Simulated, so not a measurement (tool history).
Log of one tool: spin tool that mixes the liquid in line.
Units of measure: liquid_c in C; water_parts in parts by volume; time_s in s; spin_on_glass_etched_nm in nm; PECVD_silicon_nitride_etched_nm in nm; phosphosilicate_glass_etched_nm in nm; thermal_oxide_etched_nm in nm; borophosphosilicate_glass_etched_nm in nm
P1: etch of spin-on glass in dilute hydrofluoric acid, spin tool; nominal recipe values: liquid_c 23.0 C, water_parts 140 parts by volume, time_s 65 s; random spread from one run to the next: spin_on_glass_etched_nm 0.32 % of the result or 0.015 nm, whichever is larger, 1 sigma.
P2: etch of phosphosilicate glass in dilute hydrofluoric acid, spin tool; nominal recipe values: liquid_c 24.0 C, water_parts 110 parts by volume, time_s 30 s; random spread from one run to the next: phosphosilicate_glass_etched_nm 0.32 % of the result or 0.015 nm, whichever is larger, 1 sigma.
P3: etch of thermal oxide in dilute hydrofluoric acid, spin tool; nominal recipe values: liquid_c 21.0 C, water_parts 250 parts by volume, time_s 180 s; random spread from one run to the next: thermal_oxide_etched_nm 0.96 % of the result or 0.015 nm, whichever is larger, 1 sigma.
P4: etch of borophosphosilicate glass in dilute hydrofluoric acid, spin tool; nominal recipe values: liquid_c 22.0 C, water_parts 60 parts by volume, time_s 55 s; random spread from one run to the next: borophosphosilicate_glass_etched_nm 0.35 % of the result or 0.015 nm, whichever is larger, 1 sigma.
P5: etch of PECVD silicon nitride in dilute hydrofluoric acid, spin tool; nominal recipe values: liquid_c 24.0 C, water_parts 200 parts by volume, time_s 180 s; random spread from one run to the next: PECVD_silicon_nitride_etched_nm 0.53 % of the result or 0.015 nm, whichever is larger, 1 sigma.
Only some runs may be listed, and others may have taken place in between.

| run | hour | process | liquid_c | water_parts | time_s | spin_on_glass_etched_nm | PECVD_silicon_nitride_etched_nm | phosphosilicate_glass_etched_nm | thermal_oxide_etched_nm | borophosphosilicate_glass_etched_nm |
|---|---|---|---|---|---|---|---|---|---|---|
| 1 | 11.0 | P1 | 23.0 | 140 | 65 | 9.4675 |  |  |  |  |
| 2 | 23.5 | P1 | 23.0 | 140 | 95 | 13.9210 |  |  |  |  |
| 3 | 32.7 | P1 | 23.0 | 140 | 65 | 9.4499 |  |  |  |  |
| 4 | 44.6 | P1 | 23.0 | 45 | 65 | 33.1900 |  |  |  |  |
| 5 | 53.9 | P1 | 17.0 | 140 | 15 | 1.7226 |  |  |  |  |
| 6 | 64.7 | P1 | 17.0 | 140 | 65 | 7.4829 |  |  |  |  |
| 7 | 72.4 | P5 | 24.0 | 120 | 180 |  | 8.2329 |  |  |  |
| 8 | 82.5 | P2 | 30.5 | 110 | 30 |  |  | 73.060 |  |  |
| 9 | 93.2 | P1 | 27.0 | 140 | 65 | 11.0680 |  |  |  |  |
| 10 | 103.2 | P3 | 21.0 | 250 | 180 |  |  |  | 2.5556 |  |
| 11 | 116.1 | P1 | 23.0 | 140 | 65 | 9.5193 |  |  |  |  |
| 12 | 124.4 | P1 | 23.0 | 140 | 25 | 3.6180 |  |  |  |  |
| 13 | 134.3 | P5 | 30.0 | 200 | 180 |  | 7.1480 |  |  |  |
| 14 | 141.1 | P1 | 23.0 | 70 | 100 | 31.5820 |  |  |  |  |
| 15 | 151.3 | P4 | 22.0 | 60 | 55 |  |  |  |  | 23.699 |
| 16 | 163.7 | P3 | 21.0 | 250 | 180 |  |  |  | 2.5810 |  |
| 17 | 171.4 | P1 | 23.0 | 40 | 15 | 8.6624 |  |  |  |  |
| 18 | 182.5 | P4 | 22.0 | 110 | 55 |  |  |  |  | 12.045 |
| 19 | 190.0 | P1 | 23.0 | 140 | 65 | 9.4929 |  |  |  |  |
| 20 | 197.0 | P1 | 23.0 | 140 | 65 | 9.4131 |  |  |  |  |
| 21 | 206.1 | P2 | 24.0 | 150 | 30 |  |  | 39.731 |  |  |
| 22 | 219.0 | P4 | 22.0 | 60 | 110 |  |  |  |  | 46.799 |
| 23 | 228.9 | P5 | 24.0 | 200 | 340 |  | 9.2595 |  |  |  |
| 24 | 236.8 | P3 | 21.0 | 250 | 355 |  |  |  | 5.1153 |  |
| 25 | 248.3 | P2 | 24.0 | 110 | 30 |  |  | 56.699 |  |  |
| 26 | 259.0 | P1 | 23.0 | 195 | 65 | 6.4433 |  |  |  |  |
| 27 | 265.3 | P1 | 23.0 | 140 | 65 | 9.4931 |  |  |  |  |
| 28 | 274.8 | P1 | 23.0 | 140 | 65 | 9.4686 |  |  |  |  |
| 29 | 284.7 | P3 | 17.0 | 250 | 180 |  |  |  | 2.1795 |  |
| 30 | 290.4 | P4 | 30.0 | 60 | 55 |  |  |  |  | 32.562 |
| 31 | 300.0 | P2 | 24.0 | 110 | 30 |  |  | 57.260 |  |  |
| 32 | 312.9 | P5 | 24.0 | 200 | 180 |  | 4.9312 |  |  |  |
| 33 | 319.9 | P2 | 24.0 | 110 | 50 |  |  | 94.667 |  |  |
| 34 | 329.9 | P3 | 21.0 | 450 | 180 |  |  |  | 1.1961 |  |
| 35 | 336.2 | P1 | 23.0 | 140 | 65 | 9.4943 |  |  |  |  |
| 36 | 347.1 | P1 | 23.0 | 140 | 65 | 9.8162 |  |  |  |  |
| 37 | 352.8 | P1 | 23.0 | 140 | 65 | 9.8916 |  |  |  |  |
| 38 | 363.9 | P1 | 23.0 | 140 | 65 | 10.0440 |  |  |  |  |
| 39 | 375.9 | P1 | 23.0 | 140 | 65 | 10.1520 |  |  |  |  |
| 40 | 387.3 | P1 | 23.0 | 140 | 65 | 10.1750 |  |  |  |  |
| 41 | 394.3 | P1 | 23.0 | 140 | 65 | 10.2020 |  |  |  |  |
| 42 | 404.8 | P1 | 23.0 | 140 | 65 | 10.2120 |  |  |  |  |
| 43 | 410.4 | P1 | 23.0 | 140 | 65 | 10.2250 |  |  |  |  |
| 44 | 417.6 | P1 | 23.0 | 140 | 65 | 10.2350 |  |  |  |  |

What P1 gives has crept away from where it was. These 2 causes fit the log equally well, each at the size given:
A: hydrofluoric acid flow above the setpoint (%) = 6.79
B: liquid hotter than its thermometer reads (K) = 1.98
The process output started creeping at around hour 336.2.

Question marks stand in for the results of the 4 check runs listed below, each run on one wafer. Under which run would the listed causes show clearly different results?
| check 1 | 424.8 | P2 | 29.5 | 110 | 30 |  |  | ? |  |  |
| check 2 | 424.8 | P5 | 24.0 | 200 | 335 |  | ? |  |  |  |
| check 3 | 424.8 | P3 | 17.0 | 250 | 180 |  |  |  | ? |  |
| check 4 | 424.8 | P4 | 22.0 | 90 | 110 |  |  |  |  | ? |

Expected result of each check under each candidate cause:
| check | result | if A | if B |
|---|---|---|---|
| check 1 | phosphosilicate_glass_etched_nm | 75.592 | 75.436 |
| check 2 | PECVD_silicon_nitride_etched_nm | 9.8052 | 10.4010 |
| check 3 | thermal_oxide_etched_nm | 2.3886 | 2.3799 |
| check 4 | borophosphosilicate_glass_etched_nm | 32.491 | 32.727 |
Smallest distance between any two causes, each pair judged by its most separating result, in per cent: check 1 0.21 %; check 2 5.9 %; check 3 0.36 %; check 4 0.72 %
Only in check 2 would the causes give clearly different results; in the remaining checks their results would be nearly the same.

Check 2 was then run and gave: PECVD_silicon_nitride_etched_nm 10.4180 nm. Which cause is it?

B is the cause: liquid hotter than its thermometer reads (K).

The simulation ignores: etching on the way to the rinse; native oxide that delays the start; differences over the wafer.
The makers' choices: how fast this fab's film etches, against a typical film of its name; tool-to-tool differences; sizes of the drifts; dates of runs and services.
